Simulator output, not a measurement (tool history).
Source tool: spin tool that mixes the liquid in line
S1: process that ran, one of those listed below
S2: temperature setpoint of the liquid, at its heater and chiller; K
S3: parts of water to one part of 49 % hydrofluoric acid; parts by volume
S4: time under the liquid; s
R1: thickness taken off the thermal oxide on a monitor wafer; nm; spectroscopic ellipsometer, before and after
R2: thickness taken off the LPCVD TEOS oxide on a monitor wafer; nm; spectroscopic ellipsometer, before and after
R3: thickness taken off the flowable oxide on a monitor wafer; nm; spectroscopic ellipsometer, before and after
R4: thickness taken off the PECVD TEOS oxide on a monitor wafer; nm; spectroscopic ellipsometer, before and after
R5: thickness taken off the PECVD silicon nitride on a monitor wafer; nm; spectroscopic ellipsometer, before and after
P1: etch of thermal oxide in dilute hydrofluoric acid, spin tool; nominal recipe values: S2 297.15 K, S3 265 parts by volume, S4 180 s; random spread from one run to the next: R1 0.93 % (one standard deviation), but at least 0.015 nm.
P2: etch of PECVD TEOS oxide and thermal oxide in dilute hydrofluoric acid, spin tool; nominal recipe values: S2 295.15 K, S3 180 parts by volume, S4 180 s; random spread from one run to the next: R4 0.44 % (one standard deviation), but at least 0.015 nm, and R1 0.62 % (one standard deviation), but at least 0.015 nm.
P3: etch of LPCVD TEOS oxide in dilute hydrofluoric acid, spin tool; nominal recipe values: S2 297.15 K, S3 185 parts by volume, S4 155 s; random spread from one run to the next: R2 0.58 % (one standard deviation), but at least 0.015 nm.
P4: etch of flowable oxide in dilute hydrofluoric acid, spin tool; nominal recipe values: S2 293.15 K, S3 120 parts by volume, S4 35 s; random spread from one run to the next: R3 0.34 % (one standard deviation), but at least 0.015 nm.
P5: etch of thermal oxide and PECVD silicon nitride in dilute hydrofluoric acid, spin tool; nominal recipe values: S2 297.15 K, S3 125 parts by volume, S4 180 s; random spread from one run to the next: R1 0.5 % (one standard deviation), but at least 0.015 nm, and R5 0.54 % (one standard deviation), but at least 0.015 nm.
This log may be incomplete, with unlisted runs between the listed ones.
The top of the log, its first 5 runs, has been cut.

run	day	S1	S2	S3	S4	R1	R2	R3	R4	R5
6	1.775	P3	297.15	185	155		29.987			
7	2.188	P4	293.15	120	65			15.903		
8	2.479	P2	290.15	180	180	3.0785			19.417	
9	2.671	P4	293.15	210	35			4.459		
10	3.096	P5	297.15	220	180	3.6362				3.1828
11	3.304	P2	295.15	300	180	2			12.563	
12	3.654	P1	297.15	110	80	3.3517				
13	3.854	P3	297.15	80	155		78.3			
14	4.242	P4	290.15	120	35			7.5592		
15	4.517	P1	297.15	265	180	2.6852				
16	4.708	P1	297.15	80	180	10.772				
17	5.125	P3	304.15	185	155		38.738			
18	5.367	P1	297.15	265	90	1.3443				
19	5.646	P5	305.15	125	180	9.7623				9.2714
20	5.992	P5	297.15	125	30	1.1933				0.92397
21	6.212	P5	297.15	125	180	7.1808				5.5744
22	6.617	P4	293.15	120	35			8.5917		
23	6.921	P2	295.15	180	365	7.6081			47.969	
24	7.362	P5	297.15	125	180	7.2415				5.5585
25	7.804	P2	295.15	180	180	3.7683			23.714	
26	8	P1	297.15	265	180	2.6602				
27	8.367	P1	297.15	265	180	2.6881				
28	8.596	P3	297.15	185	85		16.449			

For run 29, what comes out?
29	8.867	P1	297.15	455	180	?				

{"run 29": {"R1": 1.3315}}
